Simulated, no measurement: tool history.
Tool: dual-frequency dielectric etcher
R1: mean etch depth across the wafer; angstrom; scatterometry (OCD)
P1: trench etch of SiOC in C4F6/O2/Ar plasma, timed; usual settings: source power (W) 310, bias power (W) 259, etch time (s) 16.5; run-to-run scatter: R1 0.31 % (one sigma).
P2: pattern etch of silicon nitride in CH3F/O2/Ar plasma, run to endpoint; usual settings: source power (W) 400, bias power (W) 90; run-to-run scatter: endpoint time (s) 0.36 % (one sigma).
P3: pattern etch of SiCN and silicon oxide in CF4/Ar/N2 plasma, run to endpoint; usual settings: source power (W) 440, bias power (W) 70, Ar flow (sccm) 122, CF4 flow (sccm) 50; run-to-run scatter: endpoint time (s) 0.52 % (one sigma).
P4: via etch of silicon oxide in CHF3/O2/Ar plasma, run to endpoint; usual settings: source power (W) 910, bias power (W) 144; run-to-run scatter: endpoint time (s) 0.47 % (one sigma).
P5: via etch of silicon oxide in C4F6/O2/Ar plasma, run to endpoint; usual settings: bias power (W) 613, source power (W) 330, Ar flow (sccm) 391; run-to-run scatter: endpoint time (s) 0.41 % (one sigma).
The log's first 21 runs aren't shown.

run 22 hour=149.2 | process_that_ran=P1 source_power_(W)=310 bias_power_(W)=259 etch_time_(s)=16.5 | R1=351.42
run 23 hour=156.3 | process_that_ran=P2 source_power_(W)=300 bias_power_(W)=90 | endpoint_time_(s)=56.711
run 24 hour=161.2 | process_that_ran=P1 source_power_(W)=310 bias_power_(W)=259 etch_time_(s)=16.5 | R1=350.76
run 25 hour=166.3 | process_that_ran=P1 source_power_(W)=310 bias_power_(W)=259 etch_time_(s)=16.5 | R1=350.91
run 26 hour=175.4 | process_that_ran=P2 source_power_(W)=400 bias_power_(W)=90 | endpoint_time_(s)=50.938
run 27 hour=183.0 | process_that_ran=P1 source_power_(W)=220 bias_power_(W)=214 etch_time_(s)=16.5 | R1=288.71
run 28 hour=190.1 | process_that_ran=P1 source_power_(W)=230 bias_power_(W)=259 etch_time_(s)=16.5 | R1=314.43
run 29 hour=195.7 | process_that_ran=P5 source_power_(W)=330 bias_power_(W)=613 Ar_flow_(sccm)=391 | endpoint_time_(s)=19.307
run 30 hour=205.5 | process_that_ran=P2 source_power_(W)=400 bias_power_(W)=90 | endpoint_time_(s)=51.247
run 31 hour=211.2 | process_that_ran=P3 source_power_(W)=440 bias_power_(W)=70 Ar_flow_(sccm)=122 CF4_flow_(sccm)=64 | endpoint_time_(s)=21.782
run 32 hour=217.0 | process_that_ran=P1 source_power_(W)=310 bias_power_(W)=259 etch_time_(s)=16.5 | R1=349.25
run 33 hour=222.8 | process_that_ran=P1 source_power_(W)=310 bias_power_(W)=259 etch_time_(s)=16.5 | R1=351.83
run 34 hour=232.1 | process_that_ran=P1 source_power_(W)=310 bias_power_(W)=259 etch_time_(s)=16.5 | R1=354.86
run 35 hour=237.9 | process_that_ran=P1 source_power_(W)=310 bias_power_(W)=259 etch_time_(s)=16.5 | R1=352.55
run 36 hour=247.6 | process_that_ran=P1 source_power_(W)=310 bias_power_(W)=259 etch_time_(s)=16.5 | R1=355.09
run 37 hour=253.7 | process_that_ran=P1 source_power_(W)=310 bias_power_(W)=259 etch_time_(s)=16.5 | R1=356.71
run 38 hour=263.4 | process_that_ran=P1 source_power_(W)=310 bias_power_(W)=259 etch_time_(s)=16.5 | R1=355.69
run 39 hour=271.8 | process_that_ran=P1 source_power_(W)=310 bias_power_(W)=259 etch_time_(s)=16.5 | R1=355.38
-- hour=278.3 wet clean of the chamber
run 40 hour=279.2 | process_that_ran=P1 source_power_(W)=310 bias_power_(W)=259 etch_time_(s)=16.5 | R1=355.39

The next listed run, before its measurement:
run 41 hour=285.7 | process_that_ran=P1 source_power_(W)=310 bias_power_(W)=259 etch_time_(s)=16.5 | R1=?

{"run 41": {"R1": 356.87}}
